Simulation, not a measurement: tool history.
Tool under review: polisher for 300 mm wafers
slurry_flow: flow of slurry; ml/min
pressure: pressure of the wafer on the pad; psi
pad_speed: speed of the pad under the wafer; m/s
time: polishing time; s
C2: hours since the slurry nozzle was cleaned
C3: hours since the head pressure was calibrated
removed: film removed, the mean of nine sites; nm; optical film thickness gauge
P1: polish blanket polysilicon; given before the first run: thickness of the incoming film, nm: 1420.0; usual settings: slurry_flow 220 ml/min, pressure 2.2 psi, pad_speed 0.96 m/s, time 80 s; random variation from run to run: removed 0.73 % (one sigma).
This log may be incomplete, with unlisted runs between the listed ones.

run 1 hour=9.0 | slurry_flow=220 pressure=2.2 pad_speed=0.96 time=80 | wafers_polished_on_this_pad=511 C2=426.6 C3=206.5 | removed=617.97
run 2 hour=16.4 | slurry_flow=220 pressure=3.3 pad_speed=0.96 time=80 | wafers_polished_on_this_pad=570 C2=434.0 C3=213.9 | removed=921.43
run 3 hour=22.8 | slurry_flow=220 pressure=2.2 pad_speed=0.96 time=80 | wafers_polished_on_this_pad=620 C2=440.4 C3=220.3 | removed=614.82
run 4 hour=30.1 | slurry_flow=220 pressure=2.2 pad_speed=1.52 time=80 | wafers_polished_on_this_pad=677 C2=447.7 C3=227.6 | removed=971.45
run 5 hour=36.8 | slurry_flow=220 pressure=2.2 pad_speed=0.96 time=80 | wafers_polished_on_this_pad=730 C2=454.4 C3=234.3 | removed=613.32
run 6 hour=46.2 | slurry_flow=220 pressure=1.0 pad_speed=0.96 time=80 | wafers_polished_on_this_pad=804 C2=463.8 C3=243.7 | removed=277.75
run 7 hour=51.9 | slurry_flow=130 pressure=3.3 pad_speed=0.96 time=80 | wafers_polished_on_this_pad=849 C2=469.5 C3=249.4 | removed=847.57
run 8 hour=59.0 | slurry_flow=220 pressure=2.2 pad_speed=0.96 time=80 | wafers_polished_on_this_pad=905 C2=476.6 C3=256.5 | removed=612.93
run 9 hour=67.6 | slurry_flow=220 pressure=2.2 pad_speed=0.96 time=36 | wafers_polished_on_this_pad=972 C2=485.2 C3=265.1 | removed=278.87
-- hour=73.1 head pressure recalibrated
run 10 hour=73.6 | slurry_flow=220 pressure=2.2 pad_speed=0.96 time=80 | wafers_polished_on_this_pad=1020 C2=491.2 C3=0.5 | removed=608.97
run 11 hour=79.9 | slurry_flow=300 pressure=2.2 pad_speed=0.96 time=80 | wafers_polished_on_this_pad=1069 C2=497.5 C3=6.8 | removed=634.62
run 12 hour=91.2 | slurry_flow=280 pressure=2.2 pad_speed=0.96 time=112 | wafers_polished_on_this_pad=1158 C2=508.8 C3=18.1 | removed=888.87
run 13 hour=102.9 | slurry_flow=130 pressure=2.2 pad_speed=0.96 time=80 | wafers_polished_on_this_pad=1250 C2=520.5 C3=29.8 | removed=569.73
-- hour=104.1 slurry nozzle cleaned
run 14 hour=110.7 | slurry_flow=220 pressure=2.2 pad_speed=0.96 time=123 | wafers_polished_on_this_pad=1311 C2=6.6 C3=37.6 | removed=948.19
run 15 hour=121.5 | slurry_flow=220 pressure=2.2 pad_speed=0.48 time=80 | wafers_polished_on_this_pad=1396 C2=17.4 C3=48.4 | removed=303.67
run 16 hour=133.2 | slurry_flow=130 pressure=2.2 pad_speed=0.46 time=80 | wafers_polished_on_this_pad=1488 C2=29.1 C3=60.1 | removed=269.64
run 17 hour=143.2 | slurry_flow=220 pressure=2.2 pad_speed=0.96 time=80 | wafers_polished_on_this_pad=1567 C2=39.1 C3=70.1 | removed=617.61
run 18 hour=150.4 | slurry_flow=220 pressure=2.2 pad_speed=0.96 time=80 | wafers_polished_on_this_pad=1624 C2=46.3 C3=77.3 | removed=598.50
run 19 hour=157.8 | slurry_flow=220 pressure=2.2 pad_speed=0.96 time=80 | wafers_polished_on_this_pad=1682 C2=53.7 C3=84.7 | removed=588.32
run 20 hour=164.6 | slurry_flow=220 pressure=2.2 pad_speed=0.96 time=80 | wafers_polished_on_this_pad=1735 C2=60.5 C3=91.5 | removed=583.70
-- hour=167.2 head pressure recalibrated
run 21 hour=170.3 | slurry_flow=220 pressure=2.2 pad_speed=0.96 time=80 | wafers_polished_on_this_pad=1780 C2=66.2 C3=3.2 | removed=577.58
run 22 hour=180.8 | slurry_flow=220 pressure=2.2 pad_speed=0.96 time=80 | wafers_polished_on_this_pad=1863 C2=76.7 C3=13.7 | removed=578.80
run 23 hour=188.3 | slurry_flow=220 pressure=2.2 pad_speed=0.96 time=80 | wafers_polished_on_this_pad=1922 C2=84.2 C3=21.2 | removed=579.44
run 24 hour=198.1 | slurry_flow=220 pressure=2.2 pad_speed=0.96 time=80 | wafers_polished_on_this_pad=1999 C2=94.0 C3=31.0 | removed=580.04
run 25 hour=205.6 | slurry_flow=220 pressure=2.2 pad_speed=0.96 time=80 | wafers_polished_on_this_pad=2058 C2=101.5 C3=38.5 | removed=578.89

P1 has crept away from where it was. The log is fitted equally well by each of these 2 causes, at the sizes shown:
A: removal rate lost through wear of the pad, % = 5.69
B: slurry flow missing at the pad, % = 33
The drift started at roughly hour 143.2.
Why every other cause is out:
head's pressure below its setpoint, %: maintenance at hour 167.2, after the shift began, did not return the process to its former output

Consider the 4 check runs below, whose results appear as question marks and each of which averages 3 wafers. Which one distinguishes the causes, in that each cause would give it a clearly different result?
run check 1 hour=213.1 | slurry_flow=130 pressure=3.0 pad_speed=0.96 time=80 | removed=?
run check 2 hour=213.1 | slurry_flow=220 pressure=3.3 pad_speed=0.96 time=123 | removed=?
run check 3 hour=213.1 | slurry_flow=220 pressure=1.6 pad_speed=1.36 time=80 | removed=?
run check 4 hour=213.1 | slurry_flow=220 pressure=2.2 pad_speed=0.62 time=118 | removed=?

Check results expected under each cause:
check=check_1 result=removed if_A=726.48 if_B=700.81
check=check_2 result=removed if_A=1333.40 if_B=1333.50
check=check_3 result=removed if_A=595.69 if_B=595.73
check=check_4 result=removed if_A=550.77 if_B=550.80
Gap, in per cent, between the two causes that each check separates least, read from the result that separates them most: check 1 3.6 %; check 2 0.01 %; check 3 0.01 %; check 4 0.01 %
Of the check runs offered, only check 1 discriminates between the causes; the rest would read about the same regardless of which cause applies.

Check 1 was then run and gave: removed 732.56 nm. Which cause is it?

It is A: removal rate lost through wear of the pad, %.
